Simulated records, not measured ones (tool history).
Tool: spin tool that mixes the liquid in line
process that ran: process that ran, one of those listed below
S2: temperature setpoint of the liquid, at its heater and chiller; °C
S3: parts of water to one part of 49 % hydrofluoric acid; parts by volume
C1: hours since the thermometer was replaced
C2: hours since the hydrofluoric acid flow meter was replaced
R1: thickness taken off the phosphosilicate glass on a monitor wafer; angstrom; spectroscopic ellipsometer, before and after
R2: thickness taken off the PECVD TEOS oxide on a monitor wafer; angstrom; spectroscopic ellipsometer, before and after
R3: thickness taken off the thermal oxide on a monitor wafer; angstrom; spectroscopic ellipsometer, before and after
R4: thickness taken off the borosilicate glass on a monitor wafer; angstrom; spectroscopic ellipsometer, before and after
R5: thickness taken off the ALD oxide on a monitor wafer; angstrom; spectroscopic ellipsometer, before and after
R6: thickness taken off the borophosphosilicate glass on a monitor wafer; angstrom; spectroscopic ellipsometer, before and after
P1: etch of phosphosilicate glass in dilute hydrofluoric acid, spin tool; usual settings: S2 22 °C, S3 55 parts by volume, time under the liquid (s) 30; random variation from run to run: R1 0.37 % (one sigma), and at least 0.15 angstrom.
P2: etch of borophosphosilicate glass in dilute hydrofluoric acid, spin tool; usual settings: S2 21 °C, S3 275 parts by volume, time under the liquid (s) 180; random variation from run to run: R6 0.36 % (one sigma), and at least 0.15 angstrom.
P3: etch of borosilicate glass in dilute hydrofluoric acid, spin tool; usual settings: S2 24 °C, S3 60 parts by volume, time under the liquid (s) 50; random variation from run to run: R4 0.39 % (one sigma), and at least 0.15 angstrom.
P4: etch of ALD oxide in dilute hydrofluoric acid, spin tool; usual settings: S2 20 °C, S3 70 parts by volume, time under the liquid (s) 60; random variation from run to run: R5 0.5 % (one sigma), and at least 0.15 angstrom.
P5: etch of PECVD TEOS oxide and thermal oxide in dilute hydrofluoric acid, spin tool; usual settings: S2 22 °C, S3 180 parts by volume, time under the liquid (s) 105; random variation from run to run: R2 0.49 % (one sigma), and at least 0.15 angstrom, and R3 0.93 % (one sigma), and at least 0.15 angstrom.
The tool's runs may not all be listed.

Run 1, hour 7: process that ran P1, S2 22 °C, S3 55 parts by volume, time under the liquid (s) 30; C1 508.4; C2 619. Result: R1 336.13 angstrom.
Run 2, hour 17.4: process that ran P5, S2 22 °C, S3 180 parts by volume, time under the liquid (s) 195; C1 518.8; C2 629.4. Result: R2 78.729 angstrom, R3 44.73 angstrom.
Run 3, hour 23.4: process that ran P1, S2 22 °C, S3 55 parts by volume, time under the liquid (s) 30; C1 524.8; C2 635.4. Result: R1 336.42 angstrom.
Run 4, hour 29.4: process that ran P3, S2 24 °C, S3 30 parts by volume, time under the liquid (s) 50; C1 530.8; C2 641.4. Result: R4 611.95 angstrom.
Run 5, hour 37.5: process that ran P4, S2 20 °C, S3 20 parts by volume, time under the liquid (s) 60; C1 538.9; C2 649.5. Result: R5 563.15 angstrom.
Run 6, hour 49.2: process that ran P1, S2 22 °C, S3 55 parts by volume, time under the liquid (s) 30; C1 550.6; C2 661.2. Result: R1 334.55 angstrom.
Run 7, hour 57.7: process that ran P2, S2 21 °C, S3 275 parts by volume, time under the liquid (s) 180; C1 559.1; C2 669.7. Result: R6 243.68 angstrom.
Run 8, hour 67.5: process that ran P1, S2 22 °C, S3 20 parts by volume, time under the liquid (s) 30; C1 568.9; C2 679.5. Result: R1 960.2 angstrom.
Run 9, hour 73.9: process that ran P4, S2 20 °C, S3 70 parts by volume, time under the liquid (s) 60; C1 575.3; C2 685.9. Result: R5 151.68 angstrom.
Run 10, hour 82.1: process that ran P1, S2 22 °C, S3 55 parts by volume, time under the liquid (s) 50; C1 583.5; C2 694.1. Result: R1 554.96 angstrom.
Run 11, hour 94.6: process that ran P5, S2 22 °C, S3 305 parts by volume, time under the liquid (s) 105; C1 596; C2 706.6. Result: R2 22.223 angstrom, R3 12.648 angstrom.
Run 12, hour 104.5: process that ran P3, S2 19.5 °C, S3 60 parts by volume, time under the liquid (s) 50; C1 605.9; C2 716.5. Result: R4 245.65 angstrom.
Run 13, hour 112.4: process that ran P2, S2 21 °C, S3 475 parts by volume, time under the liquid (s) 180; C1 613.8; C2 724.4. Result: R6 118.44 angstrom.
Run 14, hour 118.1: process that ran P1, S2 22 °C, S3 55 parts by volume, time under the liquid (s) 30; C1 619.5; C2 730.1. Result: R1 332.3 angstrom.
Run 15, hour 125.5: process that ran P4, S2 17 °C, S3 70 parts by volume, time under the liquid (s) 60; C1 626.9; C2 737.5. Result: R5 133.57 angstrom.
Run 16, hour 137.6: process that ran P3, S2 24 °C, S3 60 parts by volume, time under the liquid (s) 15; C1 639; C2 749.6. Result: R4 88.311 angstrom.
Run 17, hour 144.4: process that ran P1, S2 17 °C, S3 55 parts by volume, time under the liquid (s) 30; C1 645.8; C2 756.4. Result: R1 270.55 angstrom.
Run 18, hour 155.6: process that ran P4, S2 20 °C, S3 70 parts by volume, time under the liquid (s) 60; C1 657; C2 767.6. Result: R5 151.28 angstrom.
Run 19, hour 164.1: process that ran P3, S2 24 °C, S3 60 parts by volume, time under the liquid (s) 50; C1 665.5; C2 776.1. Result: R4 295.58 angstrom.
Run 20, hour 176.5: process that ran P4, S2 20 °C, S3 70 parts by volume, time under the liquid (s) 15; C1 677.9; C2 788.5. Result: R5 37.793 angstrom.
Run 21, hour 187.8: process that ran P5, S2 22 °C, S3 180 parts by volume, time under the liquid (s) 105; C1 689.2; C2 799.8. Result: R2 42.194 angstrom, R3 24.019 angstrom.
Run 22, hour 196.4: process that ran P1, S2 22 °C, S3 80 parts by volume, time under the liquid (s) 30; C1 697.8; C2 808.4. Result: R1 223.21 angstrom.
Run 23, hour 205.9: process that ran P2, S2 21 °C, S3 275 parts by volume, time under the liquid (s) 180; C1 707.3; C2 817.9. Result: R6 241.85 angstrom.
Run 24, hour 214.2: process that ran P5, S2 17 °C, S3 180 parts by volume, time under the liquid (s) 105; C1 715.6; C2 826.2. Result: R2 34.96 angstrom, R3 19.945 angstrom.
Run 25, hour 226.9: process that ran P1, S2 22 °C, S3 55 parts by volume, time under the liquid (s) 30; C1 728.3; C2 838.9. Result: R1 332.28 angstrom.
Run 26, hour 236.7: process that ran P1, S2 27.5 °C, S3 55 parts by volume, time under the liquid (s) 55; C1 738.1; C2 848.7. Result: R1 767.81 angstrom.
Run 27, hour 249.5: process that ran P1, S2 22 °C, S3 55 parts by volume, time under the liquid (s) 15; C1 750.9; C2 861.5. Result: R1 167.21 angstrom.
Run 28, hour 260.2: process that ran P1, S2 22 °C, S3 55 parts by volume, time under the liquid (s) 30; C1 761.6; C2 872.2. Result: R1 332.37 angstrom.
Run 29, hour 272.4: process that ran P1, S2 30 °C, S3 55 parts by volume, time under the liquid (s) 30; C1 773.8; C2 884.4. Result: R1 463.04 angstrom.
Run 30, hour 281.7: process that ran P2, S2 25.5 °C, S3 275 parts by volume, time under the liquid (s) 180; C1 783.1; C2 893.7. Result: R6 285.1 angstrom.
Run 31, hour 294.4: process that ran P2, S2 21 °C, S3 275 parts by volume, time under the liquid (s) 20; C1 795.8; C2 906.4. Result: R6 27.061 angstrom.
Run 32, hour 300.6: process that ran P3, S2 24 °C, S3 60 parts by volume, time under the liquid (s) 50; C1 802; C2 912.6. Result: R4 292 angstrom.
Run 33, hour 313.4: process that ran P1, S2 22 °C, S3 55 parts by volume, time under the liquid (s) 30; C1 814.8; C2 925.4. Result: R1 334.71 angstrom.
Run 34, hour 320.7: process that ran P1, S2 22 °C, S3 55 parts by volume, time under the liquid (s) 30; C1 822.1; C2 932.7. Result: R1 340.8 angstrom.
Run 35, hour 328: process that ran P1, S2 22 °C, S3 55 parts by volume, time under the liquid (s) 30; C1 829.4; C2 940. Result: R1 345.91 angstrom.
Run 36, hour 339.2: process that ran P1, S2 22 °C, S3 55 parts by volume, time under the liquid (s) 30; C1 840.6; C2 951.2. Result: R1 352.72 angstrom.
Run 37, hour 346.5: process that ran P1, S2 22 °C, S3 55 parts by volume, time under the liquid (s) 30; C1 847.9; C2 958.5. Result: R1 352.19 angstrom.
Run 38, hour 352.4: process that ran P1, S2 22 °C, S3 55 parts by volume, time under the liquid (s) 30; C1 853.8; C2 964.4. Result: R1 355.09 angstrom.
Run 39, hour 359.2: process that ran P1, S2 22 °C, S3 55 parts by volume, time under the liquid (s) 30; C1 860.6; C2 971.2. Result: R1 354.65 angstrom.
Run 40, hour 370.2: process that ran P1, S2 22 °C, S3 55 parts by volume, time under the liquid (s) 30; C1 871.6; C2 982.2. Result: R1 355.79 angstrom.
Run 41, hour 380.1: process that ran P1, S2 22 °C, S3 55 parts by volume, time under the liquid (s) 30; C1 881.5; C2 992.1. Result: R1 354.69 angstrom.
Run 42, hour 388.3: process that ran P1, S2 22 °C, S3 55 parts by volume, time under the liquid (s) 30; C1 889.7; C2 1000.3. Result: R1 358.99 angstrom.

What P1 gives has crept away from where it was. These 2 causes fit the log equally well, each at the size given:
A: hydrofluoric acid flow above the setpoint (%) = 6.15
B: liquid hotter than its thermometer reads (K) = 1.54
The creep began at about hour 313.4.

4 check runs are offered, one wafer each, their results left as question marks. Which one tells the causes apart?
Run check 1, hour 396.5: process that ran P3, S2 20.5 °C, S3 60 parts by volume, time under the liquid (s) 30. Result: R4 ?.
Run check 2, hour 396.5: process that ran P5, S2 17 °C, S3 180 parts by volume, time under the liquid (s) 180. Result: R2 ?, R3 ?.
Run check 3, hour 396.5: process that ran P4, S2 17 °C, S3 70 parts by volume, time under the liquid (s) 15. Result: R5 ?.
Run check 4, hour 396.5: process that ran P2, S2 25.5 °C, S3 460 parts by volume, time under the liquid (s) 180. Result: R6 ?.

What each check would give under each cause:
  check  result    if A    if B
check 1      R4  163.12  163.18
check 2      R2  64.128  63.622
check 2      R3  36.157  35.872
check 3      R5   35.66  35.715
check 4      R6   155.8  150.31
How far apart the two closest causes lie, in the result that separates them most: check 1 0.04 %; check 2 0.79 %; check 3 0.15 %; check 4 3.59 %
Check 4 tells the causes apart: in the others they would give nearly the same result.

Check 4 was then run and gave: R6 156.05 angstrom. Which cause is it?

It is A: hydrofluoric acid flow above the setpoint (%).
